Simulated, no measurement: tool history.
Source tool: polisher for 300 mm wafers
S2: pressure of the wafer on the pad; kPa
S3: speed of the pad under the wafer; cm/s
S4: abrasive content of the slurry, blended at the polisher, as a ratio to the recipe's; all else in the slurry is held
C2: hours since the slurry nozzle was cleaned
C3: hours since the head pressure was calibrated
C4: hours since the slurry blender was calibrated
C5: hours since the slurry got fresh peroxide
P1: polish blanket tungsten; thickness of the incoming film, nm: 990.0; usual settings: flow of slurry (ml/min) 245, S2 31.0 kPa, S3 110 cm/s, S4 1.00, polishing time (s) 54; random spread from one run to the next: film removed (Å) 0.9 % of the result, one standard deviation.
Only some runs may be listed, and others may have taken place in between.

run 1 hour=7.3 | flow_of_slurry_(ml/min)=245 S2=31.0 S3=110 S4=1.00 polishing_time_(s)=54 | wafers_polished_on_this_pad=663 C2=305.9 C3=450.9 C4=301.7 C5=29.5 | film_removed_(Å)=4051.6
run 2 hour=17.3 | flow_of_slurry_(ml/min)=245 S2=31.0 S3=110 S4=1.00 polishing_time_(s)=54 | wafers_polished_on_this_pad=815 C2=315.9 C3=460.9 C4=311.7 C5=39.5 | film_removed_(Å)=4021.2
run 3 hour=27.5 | flow_of_slurry_(ml/min)=245 S2=31.0 S3=110 S4=1.00 polishing_time_(s)=54 | wafers_polished_on_this_pad=971 C2=326.1 C3=471.1 C4=321.9 C5=49.7 | film_removed_(Å)=4114.6
run 4 hour=37.3 | flow_of_slurry_(ml/min)=245 S2=31.0 S3=164 S4=1.00 polishing_time_(s)=54 | wafers_polished_on_this_pad=1120 C2=335.9 C3=480.9 C4=331.7 C5=59.5 | film_removed_(Å)=6007.8
run 5 hour=44.4 | flow_of_slurry_(ml/min)=245 S2=15.9 S3=110 S4=1.00 polishing_time_(s)=54 | wafers_polished_on_this_pad=1228 C2=343.0 C3=488.0 C4=338.8 C5=66.6 | film_removed_(Å)=2099.4
run 6 hour=50.0 | flow_of_slurry_(ml/min)=245 S2=31.0 S3=110 S4=1.00 polishing_time_(s)=78 | wafers_polished_on_this_pad=1313 C2=348.6 C3=493.6 C4=344.4 C5=72.2 | film_removed_(Å)=5898.0
run 7 hour=60.6 | flow_of_slurry_(ml/min)=245 S2=31.0 S3=110 S4=1.00 polishing_time_(s)=26 | wafers_polished_on_this_pad=1474 C2=359.2 C3=504.2 C4=355.0 C5=82.8 | film_removed_(Å)=1973.7
run 8 hour=66.9 | flow_of_slurry_(ml/min)=360 S2=31.0 S3=110 S4=1.00 polishing_time_(s)=54 | wafers_polished_on_this_pad=1570 C2=365.5 C3=510.5 C4=361.3 C5=89.1 | film_removed_(Å)=4254.1
run 9 hour=77.1 | flow_of_slurry_(ml/min)=245 S2=21.4 S3=110 S4=1.30 polishing_time_(s)=54 | wafers_polished_on_this_pad=1725 C2=375.7 C3=520.7 C4=371.5 C5=99.3 | film_removed_(Å)=3016.0
run 10 hour=87.7 | flow_of_slurry_(ml/min)=245 S2=31.0 S3=110 S4=0.75 polishing_time_(s)=54 | wafers_polished_on_this_pad=1887 C2=386.3 C3=531.3 C4=382.1 C5=109.9 | film_removed_(Å)=3859.8
run 11 hour=95.3 | flow_of_slurry_(ml/min)=245 S2=31.0 S3=110 S4=1.00 polishing_time_(s)=54 | wafers_polished_on_this_pad=2002 C2=393.9 C3=538.9 C4=389.7 C5=117.5 | film_removed_(Å)=4069.4
-- hour=100.8 worn pad replaced by a new one
run 12 hour=102.0 | flow_of_slurry_(ml/min)=245 S2=31.0 S3=50 S4=1.00 polishing_time_(s)=54 | wafers_polished_on_this_pad=18 C2=400.6 C3=545.6 C4=396.4 C5=124.2 | film_removed_(Å)=1858.0
run 13 hour=110.2 | flow_of_slurry_(ml/min)=145 S2=31.0 S3=110 S4=1.00 polishing_time_(s)=54 | wafers_polished_on_this_pad=143 C2=408.8 C3=553.8 C4=404.6 C5=132.4 | film_removed_(Å)=3769.5

For run 14, what comes out?
run 14 hour=116.2 | flow_of_slurry_(ml/min)=245 S2=31.0 S3=110 S4=1.45 polishing_time_(s)=54 | wafers_polished_on_this_pad=234 C2=414.8 C3=559.8 C4=410.6 C5=138.4 | film_removed_(Å)=?

{"run 14": {"film removed (Å)": 4457.3}}

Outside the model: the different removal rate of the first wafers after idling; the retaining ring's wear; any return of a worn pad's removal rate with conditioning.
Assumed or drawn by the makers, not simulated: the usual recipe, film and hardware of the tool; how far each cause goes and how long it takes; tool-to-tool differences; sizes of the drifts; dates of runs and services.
